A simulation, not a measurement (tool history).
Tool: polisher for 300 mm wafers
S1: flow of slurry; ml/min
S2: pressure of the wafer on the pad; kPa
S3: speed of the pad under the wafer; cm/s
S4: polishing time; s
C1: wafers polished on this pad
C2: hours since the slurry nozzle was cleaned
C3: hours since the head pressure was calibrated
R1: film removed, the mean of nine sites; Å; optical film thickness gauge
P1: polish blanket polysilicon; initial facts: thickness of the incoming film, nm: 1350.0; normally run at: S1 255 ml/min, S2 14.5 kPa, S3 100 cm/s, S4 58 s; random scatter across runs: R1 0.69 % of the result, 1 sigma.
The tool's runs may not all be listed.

| run | hour | S1 | S2 | S3 | S4 | C1 | C2 | C3 | R1 |
|---|---|---|---|---|---|---|---|---|---|
| 1 | 9.8 | 255 | 14.5 | 100 | 58 | 275 | 500.9 | 291.9 | 2925.1 |
| 2 | 19.7 | 395 | 14.5 | 100 | 58 | 417 | 510.8 | 301.8 | 3094.7 |
| 3 | 29.5 | 255 | 14.5 | 100 | 58 | 557 | 520.6 | 311.6 | 2952.8 |
| 4 | 34.3 | 255 | 14.5 | 44 | 58 | 626 | 525.4 | 316.4 | 1285.9 |
| 5 | 42.7 | 155 | 14.5 | 100 | 58 | 746 | 533.8 | 324.8 | 2748.2 |
| 6 | 50.4 | 255 | 6.9 | 100 | 58 | 856 | 541.5 | 332.5 | 1414.1 |
| 7 | 55.1 | 255 | 14.5 | 100 | 90 | 923 | 546.2 | 337.2 | 4597.8 |
| 8 | 65.1 | 255 | 14.5 | 100 | 43 | 1066 | 556.2 | 347.2 | 2195.2 |
| 9 | 70.4 | 255 | 14.5 | 100 | 58 | 1142 | 561.5 | 352.5 | 2985.2 |
| 10 | 80.2 | 255 | 20.7 | 100 | 58 | 1282 | 571.3 | 362.3 | 4265.9 |
|  | 81.3 | slurry nozzle cleaned |
| 11 | 88.5 | 255 | 9.7 | 100 | 73 | 1401 | 7.2 | 370.6 | 2506.2 |
|  | 89.3 | head pressure recalibrated |
| 12 | 98.7 | 255 | 14.5 | 156 | 58 | 1547 | 17.4 | 9.5 | 4643.8 |
| 13 | 105.3 | 255 | 14.5 | 100 | 58 | 1641 | 24 | 16.1 | 2978.5 |
| 14 | 113.5 | 255 | 14.5 | 100 | 58 | 1759 | 32.2 | 24.3 | 2956.8 |
| 15 | 121.5 | 255 | 14.5 | 100 | 58 | 1873 | 40.2 | 32.3 | 2920.5 |

What does the tool deliver on the next run?
| 16 | 130.1 | 255 | 14.5 | 100 | 58 | 1996 | 48.8 | 40.9 | ? |

{"run 16": {"R1": 2867.4}}
